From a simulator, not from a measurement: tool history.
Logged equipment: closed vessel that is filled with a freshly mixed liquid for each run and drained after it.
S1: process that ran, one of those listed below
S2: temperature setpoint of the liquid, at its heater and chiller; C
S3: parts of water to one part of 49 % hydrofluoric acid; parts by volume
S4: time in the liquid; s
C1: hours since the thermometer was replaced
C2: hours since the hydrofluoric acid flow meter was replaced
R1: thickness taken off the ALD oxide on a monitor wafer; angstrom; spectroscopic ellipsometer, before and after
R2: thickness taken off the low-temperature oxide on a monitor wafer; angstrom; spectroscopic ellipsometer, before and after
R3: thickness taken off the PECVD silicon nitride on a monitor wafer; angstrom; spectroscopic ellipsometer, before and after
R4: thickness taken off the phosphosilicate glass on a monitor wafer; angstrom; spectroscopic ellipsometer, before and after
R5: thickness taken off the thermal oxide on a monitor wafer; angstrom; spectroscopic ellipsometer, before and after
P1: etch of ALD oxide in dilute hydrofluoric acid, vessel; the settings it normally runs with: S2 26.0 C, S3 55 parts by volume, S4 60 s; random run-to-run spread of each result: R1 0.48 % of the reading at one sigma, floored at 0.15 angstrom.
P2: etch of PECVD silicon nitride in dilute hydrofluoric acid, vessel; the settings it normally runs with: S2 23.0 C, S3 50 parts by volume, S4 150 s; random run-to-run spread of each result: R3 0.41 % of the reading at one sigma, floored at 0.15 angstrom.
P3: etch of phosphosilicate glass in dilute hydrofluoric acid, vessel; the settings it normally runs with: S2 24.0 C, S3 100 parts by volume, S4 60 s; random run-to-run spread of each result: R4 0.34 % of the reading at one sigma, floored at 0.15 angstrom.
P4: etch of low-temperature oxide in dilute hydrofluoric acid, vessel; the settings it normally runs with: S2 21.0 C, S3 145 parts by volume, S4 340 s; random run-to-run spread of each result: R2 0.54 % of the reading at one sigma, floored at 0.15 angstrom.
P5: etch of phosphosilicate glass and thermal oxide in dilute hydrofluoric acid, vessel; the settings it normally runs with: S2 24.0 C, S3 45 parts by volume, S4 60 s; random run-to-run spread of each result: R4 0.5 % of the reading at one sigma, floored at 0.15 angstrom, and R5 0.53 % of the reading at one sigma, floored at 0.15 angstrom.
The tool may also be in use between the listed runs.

Run 1, day 0.608: S1 P1, S2 26.0 C, S3 55 parts by volume, S4 60 s; C1 416.4; C2 300.9. Result: R1 225.95 angstrom.
Run 2, day 1.029: S1 P4, S2 21.0 C, S3 145 parts by volume, S4 555 s; C1 426.5; C2 311.0. Result: R2 584.61 angstrom.
Run 3, day 1.429: S1 P2, S2 23.0 C, S3 50 parts by volume, S4 150 s; C1 436.1; C2 320.6. Result: R3 98.969 angstrom.
Run 4, day 1.775: S1 P1, S2 26.0 C, S3 55 parts by volume, S4 60 s; C1 444.4; C2 328.9. Result: R1 225.51 angstrom.
Run 5, day 2.346: S1 P4, S2 21.0 C, S3 200 parts by volume, S4 340 s; C1 458.1; C2 342.6. Result: R2 242.76 angstrom.
Run 6, day 2.800: S1 P2, S2 29.5 C, S3 50 parts by volume, S4 150 s; C1 469.0; C2 353.5. Result: R3 152.920 angstrom.
Run 7, day 3.238: S1 P3, S2 24.0 C, S3 100 parts by volume, S4 30 s; C1 479.5; C2 364.0. Result: R4 385.96 angstrom.
Run 8, day 3.675: S1 P2, S2 23.0 C, S3 20 parts by volume, S4 150 s; C1 490.0; C2 374.5. Result: R3 240.700 angstrom.
Run 9, day 4.004: S1 P1, S2 26.0 C, S3 55 parts by volume, S4 115 s; C1 497.9; C2 382.4. Result: R1 431.51 angstrom.
Run 10, day 4.462: S1 P5, S2 24.0 C, S3 45 parts by volume, S4 30 s; C1 508.9; C2 393.4. Result: R4 420.41 angstrom, R5 32.268 angstrom.
Run 11, day 5.079: S1 P1, S2 26.0 C, S3 55 parts by volume, S4 60 s; C1 523.7; C2 408.2. Result: R1 227.33 angstrom.
Run 12, day 5.567: S1 P1, S2 26.0 C, S3 35 parts by volume, S4 85 s; C1 535.4; C2 419.9. Result: R1 515.96 angstrom.
Run 13, day 5.888: S1 P1, S2 26.0 C, S3 20 parts by volume, S4 60 s; C1 543.1; C2 427.6. Result: R1 655.96 angstrom.
Run 14, day 6.204: S1 P1, S2 26.0 C, S3 85 parts by volume, S4 60 s; C1 550.7; C2 435.2. Result: R1 139.45 angstrom.
Run 15, day 6.658: S1 P1, S2 26.0 C, S3 55 parts by volume, S4 60 s; C1 561.6; C2 446.1. Result: R1 226.10 angstrom.
Run 16, day 7.108: S1 P5, S2 30.0 C, S3 45 parts by volume, S4 60 s; C1 572.4; C2 456.9. Result: R4 1068.80 angstrom, R5 82.408 angstrom.
Run 17, day 7.600: S1 P1, S2 34.0 C, S3 55 parts by volume, S4 60 s; C1 584.2; C2 468.7. Result: R1 311.50 angstrom.
Run 18, day 8.150: S1 P1, S2 26.0 C, S3 55 parts by volume, S4 30 s; C1 597.4; C2 481.9. Result: R1 113.87 angstrom.
Run 19, day 8.546: S1 P3, S2 24.0 C, S3 100 parts by volume, S4 60 s; C1 606.9; C2 491.4. Result: R4 773.26 angstrom.
Run 20, day 9.217: S1 P4, S2 17.0 C, S3 145 parts by volume, S4 340 s; C1 623.0; C2 507.5. Result: R2 307.61 angstrom.
Run 21, day 9.662: S1 P5, S2 24.0 C, S3 60 parts by volume, S4 60 s; C1 633.7; C2 518.2. Result: R4 620.14 angstrom, R5 47.021 angstrom.
Run 22, day 10.350: S1 P2, S2 23.0 C, S3 50 parts by volume, S4 285 s; C1 650.2; C2 534.7. Result: R3 187.910 angstrom.
Run 23, day 10.967: S1 P3, S2 29.0 C, S3 100 parts by volume, S4 60 s; C1 665.0; C2 549.5. Result: R4 940.16 angstrom.
Run 24, day 11.625: S1 P2, S2 23.0 C, S3 50 parts by volume, S4 150 s; C1 680.8; C2 565.3. Result: R3 98.727 angstrom.
Run 25, day 12.108: S1 P3, S2 24.0 C, S3 35 parts by volume, S4 60 s; C1 692.4; C2 576.9. Result: R4 2393.20 angstrom.
At day 12.362: thermometer replaced.
Run 26, day 12.592: S1 P1, S2 26.0 C, S3 55 parts by volume, S4 60 s; C1 5.5; C2 588.5. Result: R1 226.05 angstrom.

What does the tool deliver on the next run?
Run 27, day 13.000: S1 P5, S2 24.0 C, S3 45 parts by volume, S4 60 s; C1 15.3; C2 598.3. Result: R4 ?, R5 ?.

{"run 27": {"R4": 846.14, "R5": 64.732}}
